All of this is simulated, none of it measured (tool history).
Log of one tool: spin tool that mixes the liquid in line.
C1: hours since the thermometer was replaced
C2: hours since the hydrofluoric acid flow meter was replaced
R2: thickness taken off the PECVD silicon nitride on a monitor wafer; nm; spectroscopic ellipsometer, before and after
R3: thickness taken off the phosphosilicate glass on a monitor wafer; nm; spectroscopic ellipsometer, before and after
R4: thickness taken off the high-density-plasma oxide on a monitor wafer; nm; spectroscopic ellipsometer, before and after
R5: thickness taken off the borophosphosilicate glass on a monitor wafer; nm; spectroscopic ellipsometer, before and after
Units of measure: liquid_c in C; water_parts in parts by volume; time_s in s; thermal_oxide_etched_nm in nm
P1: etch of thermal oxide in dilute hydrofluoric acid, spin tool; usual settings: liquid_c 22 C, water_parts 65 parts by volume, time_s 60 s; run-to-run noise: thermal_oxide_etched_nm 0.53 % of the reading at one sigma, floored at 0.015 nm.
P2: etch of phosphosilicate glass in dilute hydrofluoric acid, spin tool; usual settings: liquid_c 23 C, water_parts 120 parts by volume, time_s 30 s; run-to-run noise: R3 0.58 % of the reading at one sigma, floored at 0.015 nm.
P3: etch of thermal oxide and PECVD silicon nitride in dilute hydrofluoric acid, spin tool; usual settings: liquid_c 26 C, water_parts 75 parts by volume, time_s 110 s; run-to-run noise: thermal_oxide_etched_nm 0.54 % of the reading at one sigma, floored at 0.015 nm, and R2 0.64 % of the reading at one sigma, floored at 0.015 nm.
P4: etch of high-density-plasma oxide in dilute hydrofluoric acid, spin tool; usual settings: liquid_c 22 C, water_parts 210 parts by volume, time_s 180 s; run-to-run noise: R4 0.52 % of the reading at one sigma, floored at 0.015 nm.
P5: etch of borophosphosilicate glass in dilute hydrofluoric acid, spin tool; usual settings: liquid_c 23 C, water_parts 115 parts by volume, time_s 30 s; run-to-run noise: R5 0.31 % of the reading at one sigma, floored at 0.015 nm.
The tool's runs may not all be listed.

Run 1, day 0.35: process P1, liquid_c 22 C, water_parts 65 parts by volume, time_s 60 s; C1 412.1; C2 111.9. Result: thermal_oxide_etched_nm 4.4499 nm.
Run 2, day 0.592: process P3, liquid_c 26 C, water_parts 20 parts by volume, time_s 110 s; C1 417.9; C2 117.7. Result: thermal_oxide_etched_nm 32.541 nm, R2 17.113 nm.
Run 3, day 0.754: process P2, liquid_c 23 C, water_parts 120 parts by volume, time_s 30 s; C1 421.8; C2 121.6. Result: R3 19.148 nm.
Run 4, day 1.133: process P4, liquid_c 22 C, water_parts 210 parts by volume, time_s 180 s; C1 430.9; C2 130.7. Result: R4 5.3384 nm.
Run 5, day 1.417: process P5, liquid_c 23 C, water_parts 115 parts by volume, time_s 30 s; C1 437.7; C2 137.5. Result: R5 7.76 nm.
Run 6, day 1.638: process P2, liquid_c 28 C, water_parts 120 parts by volume, time_s 30 s; C1 443; C2 142.8. Result: R3 23.273 nm.
Run 7, day 1.971: process P1, liquid_c 17 C, water_parts 65 parts by volume, time_s 60 s; C1 451; C2 150.8. Result: thermal_oxide_etched_nm 3.5246 nm.
Run 8, day 2.229: process P5, liquid_c 23 C, water_parts 45 parts by volume, time_s 30 s; C1 457.2; C2 157. Result: R5 21.549 nm.
Run 9, day 2.404: process P4, liquid_c 22 C, water_parts 45 parts by volume, time_s 180 s; C1 461.4; C2 161.2. Result: R4 29.891 nm.
Run 10, day 2.742: process P1, liquid_c 22 C, water_parts 65 parts by volume, time_s 60 s; C1 469.5; C2 169.3. Result: thermal_oxide_etched_nm 4.4294 nm.
Run 11, day 3.071: process P4, liquid_c 22 C, water_parts 210 parts by volume, time_s 35 s; C1 477.4; C2 177.2. Result: R4 1.0418 nm.
Run 12, day 3.246: process P1, liquid_c 28 C, water_parts 65 parts by volume, time_s 40 s; C1 481.6; C2 181.4. Result: thermal_oxide_etched_nm 3.7355 nm.
Run 13, day 3.446: process P3, liquid_c 26 C, water_parts 75 parts by volume, time_s 110 s; C1 486.4; C2 186.2. Result: thermal_oxide_etched_nm 7.9579 nm, R2 4.7421 nm.
Run 14, day 3.708: process P3, liquid_c 21.5 C, water_parts 75 parts by volume, time_s 110 s; C1 492.7; C2 192.5. Result: thermal_oxide_etched_nm 6.6794 nm, R2 3.4964 nm.
Run 15, day 3.888: process P2, liquid_c 23 C, water_parts 120 parts by volume, time_s 15 s; C1 497; C2 196.8. Result: R3 9.5308 nm.
Run 16, day 4.242: process P1, liquid_c 22 C, water_parts 65 parts by volume, time_s 60 s; C1 505.5; C2 205.3. Result: thermal_oxide_etched_nm 4.4235 nm.
Run 17, day 4.583: process P2, liquid_c 23 C, water_parts 120 parts by volume, time_s 30 s; C1 513.7; C2 213.5. Result: R3 18.985 nm.
Run 18, day 4.929: process P5, liquid_c 23 C, water_parts 115 parts by volume, time_s 30 s; C1 522; C2 221.8. Result: R5 7.7658 nm.
Run 19, day 5.262: process P1, liquid_c 22 C, water_parts 40 parts by volume, time_s 90 s; C1 530; C2 229.8. Result: thermal_oxide_etched_nm 11.078 nm.
Run 20, day 5.596: process P4, liquid_c 17 C, water_parts 210 parts by volume, time_s 180 s; C1 538; C2 237.8. Result: R4 4.404 nm.
Run 21, day 5.767: process P4, liquid_c 22 C, water_parts 210 parts by volume, time_s 180 s; C1 542.1; C2 241.9. Result: R4 5.3345 nm.
Run 22, day 6.108: process P1, liquid_c 29.5 C, water_parts 65 parts by volume, time_s 60 s; C1 550.3; C2 250.1. Result: thermal_oxide_etched_nm 5.8974 nm.
Run 23, day 6.358: process P1, liquid_c 22 C, water_parts 65 parts by volume, time_s 60 s; C1 556.3; C2 256.1. Result: thermal_oxide_etched_nm 4.4636 nm.
Run 24, day 6.642: process P1, liquid_c 22 C, water_parts 115 parts by volume, time_s 60 s; C1 563.1; C2 262.9. Result: thermal_oxide_etched_nm 2.3498 nm.
At day 6.696: thermometer replaced.
Run 25, day 6.883: process P1, liquid_c 22 C, water_parts 65 parts by volume, time_s 60 s; C1 4.5; C2 268.7. Result: thermal_oxide_etched_nm 4.3933 nm.
Run 26, day 7.238: process P2, liquid_c 23 C, water_parts 70 parts by volume, time_s 30 s; C1 13; C2 277.2. Result: R3 34.527 nm.
Run 27, day 7.538: process P1, liquid_c 22 C, water_parts 40 parts by volume, time_s 60 s; C1 20.2; C2 284.4. Result: thermal_oxide_etched_nm 7.4537 nm.
Run 28, day 7.875: process P3, liquid_c 26 C, water_parts 75 parts by volume, time_s 15 s; C1 28.3; C2 292.5. Result: thermal_oxide_etched_nm 1.0996 nm, R2 0.62615 nm.
Run 29, day 8.246: process P1, liquid_c 22 C, water_parts 65 parts by volume, time_s 105 s; C1 37.2; C2 301.4. Result: thermal_oxide_etched_nm 7.6884 nm.
Run 30, day 8.617: process P1, liquid_c 22 C, water_parts 45 parts by volume, time_s 15 s; C1 46.1; C2 310.3. Result: thermal_oxide_etched_nm 1.6134 nm.
Run 31, day 8.971: process P1, liquid_c 22 C, water_parts 65 parts by volume, time_s 25 s; C1 54.6; C2 318.8. Result: thermal_oxide_etched_nm 1.8468 nm.
Run 32, day 9.192: process P5, liquid_c 28.5 C, water_parts 115 parts by volume, time_s 30 s; C1 59.9; C2 324.1. Result: R5 9.5886 nm.
Run 33, day 9.367: process P5, liquid_c 23 C, water_parts 115 parts by volume, time_s 45 s; C1 64.1; C2 328.3. Result: R5 11.546 nm.
Run 34, day 9.692: process P1, liquid_c 22 C, water_parts 65 parts by volume, time_s 60 s; C1 71.9; C2 336.1. Result: thermal_oxide_etched_nm 4.4191 nm.
Run 35, day 9.938: process P1, liquid_c 22 C, water_parts 65 parts by volume, time_s 60 s; C1 77.8; C2 342. Result: thermal_oxide_etched_nm 4.4413 nm.
Run 36, day 10.225: process P1, liquid_c 22 C, water_parts 65 parts by volume, time_s 60 s; C1 84.7; C2 348.9. Result: thermal_oxide_etched_nm 4.2687 nm.
Run 37, day 10.446: process P1, liquid_c 22 C, water_parts 65 parts by volume, time_s 60 s; C1 90; C2 354.2. Result: thermal_oxide_etched_nm 4.192 nm.
Run 38, day 10.717: process P1, liquid_c 22 C, water_parts 65 parts by volume, time_s 60 s; C1 96.5; C2 360.7. Result: thermal_oxide_etched_nm 4.1134 nm.
Run 39, day 10.883: process P1, liquid_c 22 C, water_parts 65 parts by volume, time_s 60 s; C1 100.5; C2 364.7. Result: thermal_oxide_etched_nm 4.0667 nm.
Run 40, day 11.108: process P1, liquid_c 22 C, water_parts 65 parts by volume, time_s 60 s; C1 105.9; C2 370.1. Result: thermal_oxide_etched_nm 4.0651 nm.
Run 41, day 11.392: process P1, liquid_c 22 C, water_parts 65 parts by volume, time_s 60 s; C1 112.7; C2 376.9. Result: thermal_oxide_etched_nm 4.0061 nm.
Run 42, day 11.583: process P1, liquid_c 22 C, water_parts 65 parts by volume, time_s 60 s; C1 117.3; C2 381.5. Result: thermal_oxide_etched_nm 4.0383 nm.
Run 43, day 11.746: process P1, liquid_c 22 C, water_parts 65 parts by volume, time_s 60 s; C1 121.2; C2 385.4. Result: thermal_oxide_etched_nm 4.0016 nm.
Run 44, day 12.117: process P1, liquid_c 22 C, water_parts 65 parts by volume, time_s 60 s; C1 130.1; C2 394.3. Result: thermal_oxide_etched_nm 4.0077 nm.

P1 has crept away from where it was. The log is fitted equally well by each of these 2 causes, at the sizes shown:
A: hydrofluoric acid flow below the setpoint (%) = 8.65
B: liquid colder than its thermometer reads (K) = 2.35
Onset of the creep was near day 9.938.

Question marks stand in for the results of the 4 check runs listed below, each run on one wafer. Under which run would the listed causes show clearly different results?
Run check 1, day 12.488: process P5, liquid_c 28.5 C, water_parts 60 parts by volume, time_s 30 s. Result: R5 ?.
Run check 2, day 12.488: process P3, liquid_c 26 C, water_parts 30 parts by volume, time_s 110 s. Result: thermal_oxide_etched_nm ?, R2 ?.
Run check 3, day 12.488: process P2, liquid_c 26 C, water_parts 120 parts by volume, time_s 15 s. Result: R3 ?.
Run check 4, day 12.488: process P4, liquid_c 22 C, water_parts 45 parts by volume, time_s 180 s. Result: R4 ?.

Predicted outcomes, by check and by cause:
  check                   result    if A    if B
check 1                       R5  17.949  18.045
check 2  thermal_oxide_etched_nm  19.379  19.316
check 2                       R2  10.692   9.955
check 3                       R3  9.5871  9.7172
check 4                       R4  27.177  27.078
Distance between the nearest two causes, measured in the result of the check that separates them most: check 1 0.53 %; check 2 7.14 %; check 3 1.35 %; check 4 0.37 %
Only check 2 tells the causes apart: in the others they would give nearly the same result.

Check 2 has now been run. It gave: thermal_oxide_etched_nm 19.326 nm; R2 9.9721 nm. Which of the candidate causes is it?

It is B: liquid colder than its thermometer reads (K).
